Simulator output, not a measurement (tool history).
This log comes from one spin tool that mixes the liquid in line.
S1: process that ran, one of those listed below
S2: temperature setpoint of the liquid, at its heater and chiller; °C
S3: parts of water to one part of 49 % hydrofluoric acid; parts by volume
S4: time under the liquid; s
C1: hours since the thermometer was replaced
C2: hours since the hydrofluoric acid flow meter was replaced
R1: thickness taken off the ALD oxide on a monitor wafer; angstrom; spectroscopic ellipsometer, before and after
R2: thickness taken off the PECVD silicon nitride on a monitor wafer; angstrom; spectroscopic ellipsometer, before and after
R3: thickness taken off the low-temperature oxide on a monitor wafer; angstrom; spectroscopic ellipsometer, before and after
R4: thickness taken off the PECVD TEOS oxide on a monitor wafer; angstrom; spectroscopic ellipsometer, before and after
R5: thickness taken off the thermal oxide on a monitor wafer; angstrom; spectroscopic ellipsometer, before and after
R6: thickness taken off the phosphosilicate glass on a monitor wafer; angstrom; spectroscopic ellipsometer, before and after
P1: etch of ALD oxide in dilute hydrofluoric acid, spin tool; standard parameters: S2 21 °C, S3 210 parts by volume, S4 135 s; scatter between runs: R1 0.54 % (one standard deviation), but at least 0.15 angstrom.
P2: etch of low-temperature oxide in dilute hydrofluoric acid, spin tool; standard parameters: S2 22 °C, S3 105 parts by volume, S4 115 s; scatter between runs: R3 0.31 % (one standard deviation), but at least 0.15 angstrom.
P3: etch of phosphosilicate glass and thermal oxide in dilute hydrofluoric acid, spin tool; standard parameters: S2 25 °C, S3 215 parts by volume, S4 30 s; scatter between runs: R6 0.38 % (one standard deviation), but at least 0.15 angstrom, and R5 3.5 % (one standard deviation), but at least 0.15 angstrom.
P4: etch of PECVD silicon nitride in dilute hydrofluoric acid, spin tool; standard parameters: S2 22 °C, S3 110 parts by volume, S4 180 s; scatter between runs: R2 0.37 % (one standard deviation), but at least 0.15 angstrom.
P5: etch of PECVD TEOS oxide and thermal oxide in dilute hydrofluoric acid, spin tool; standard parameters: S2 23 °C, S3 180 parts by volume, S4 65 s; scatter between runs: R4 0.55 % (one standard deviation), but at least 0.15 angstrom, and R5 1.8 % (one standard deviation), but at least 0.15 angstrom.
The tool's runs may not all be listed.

run,day,S1,S2,S3,S4,C1,C2,R1,R2,R3,R4,R5,R6
1,0.371,P1,21,210,135,373.3,153.1,173.89,,,,,
2,0.738,P4,22,110,180,382.1,161.9,,60.589,,,,
3,1.342,P2,22,105,115,396.6,176.4,,,143.9,,,
4,1.767,P1,21,210,135,406.8,186.6,170.43,,,,,
5,2.208,P2,22,105,15,417.4,197.2,,,18.935,,,
6,2.812,P1,21,210,135,431.9,211.7,170.45,,,,,
7,3.15,P1,21,210,45,440,219.8,57.069,,,,,
8,3.604,P1,21,295,135,450.9,230.7,112.69,,,,,
9,4.133,P4,22,190,180,463.6,243.4,,35.163,,,,
10,4.508,P1,17,210,135,472.6,252.4,145.89,,,,,
11,5.108,P5,23,180,65,487,266.8,,,,51.728,15.678,
12,5.471,P1,17,370,135,495.7,275.5,72.86,,,,,
13,5.754,P3,18,215,30,502.5,282.3,,,,,4.3065,194.01
14,6.388,P1,21,210,135,517.7,297.5,173.25,,,,,
15,6.904,P2,17,105,115,530.1,309.9,,,117.34,,,
16,7.404,P4,22,110,95,542.1,321.9,,31.556,,,,
17,7.704,P5,17,180,65,549.3,329.1,,,,40.967,11.882,
18,8.038,P2,22,180,115,557.3,337.1,,,77.045,,,
19,8.346,P1,21,210,135,564.7,344.5,171.46,,,,,
20,8.758,P4,22,110,180,574.6,354.4,,60.394,,,,
21,9.271,P5,23,40,65,586.9,366.7,,,,273.96,77.307,
22,9.654,P3,25,345,30,596.1,375.9,,,,,3.2091,137.41
23,10.258,P1,21,105,250,610.6,390.4,706.01,,,,,
24,10.767,P3,25,215,30,622.8,402.6,,,,,5.8298,252.38
25,11.371,P5,23,180,65,637.3,417.1,,,,52.365,14.661,
26,11.912,P3,25,215,30,650.3,430.1,,,,,5.9707,251.6
27,12.192,P1,26.5,210,50,657,436.8,77.539,,,,,
28,12.783,P5,23,180,120,671.2,451,,,,94.319,27.814,
29,13.246,P1,28,210,135,682.3,462.1,221.62,,,,,
30,13.708,P2,22,105,115,693.4,473.2,,,144.36,,,
31,14.233,P1,21,50,135,706,485.8,865.89,,,,,
32,14.758,P3,25,215,55,718.6,498.4,,,,,10.457,461.69
33,15.35,P1,21,210,195,732.8,512.6,248.53,,,,,
34,15.667,P4,17,110,180,740.4,520.2,,42.791,,,,
35,16.104,P1,21,210,135,750.9,530.7,171.78,,,,,
36,16.454,P1,21,210,135,759.3,539.1,175.42,,,,,

What will run 37 give?
37,16.746,P1,21,210,135,766.3,546.1,?,,,,,

R1: 176.78 angstrom
